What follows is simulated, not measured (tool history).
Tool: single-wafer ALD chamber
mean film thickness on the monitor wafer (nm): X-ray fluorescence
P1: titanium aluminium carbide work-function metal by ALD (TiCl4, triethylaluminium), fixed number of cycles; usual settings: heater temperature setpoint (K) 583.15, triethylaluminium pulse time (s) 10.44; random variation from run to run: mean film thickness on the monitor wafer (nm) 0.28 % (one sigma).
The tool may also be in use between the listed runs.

run  hour  heater temperature setpoint (K)  triethylaluminium pulse time (s)  mean film thickness on the monitor wafer (nm)
  1   5.6                           583.15                             10.44                                         2.0804
  2   9.8                           583.15                             10.44                                         2.0811
  3  13.7                           596.15                              4.17                                         1.7215
  4  20.5                           569.15                             10.44                                         1.9622
     25.5  -- triethylaluminium bottle replaced
  5  25.8                           583.15                             10.44                                         2.0708
  6  29.8                           583.15                             10.44                                         2.0684
  7  36.4                           583.15                             10.44                                         2.0772
     38.5  -- thermocouple changed; heater temperature recalibrated
  8  40.0                           583.15                             10.44                                         2.0788
  9  46.3                           604.15                             10.44                                         2.2574
 10  51.1                           583.15                              4.07                                         1.6115
 11  56.4                           583.15                             15.96                                         2.1285
 12  61.9                           583.15                             10.44                                         2.0785
 13  69.5                           583.15                             10.44                                         2.0582

The next listed run, before its measurement:
 14  76.7                           583.15                             10.44                                              ?

mean film thickness on the monitor wafer (nm): 2.0437

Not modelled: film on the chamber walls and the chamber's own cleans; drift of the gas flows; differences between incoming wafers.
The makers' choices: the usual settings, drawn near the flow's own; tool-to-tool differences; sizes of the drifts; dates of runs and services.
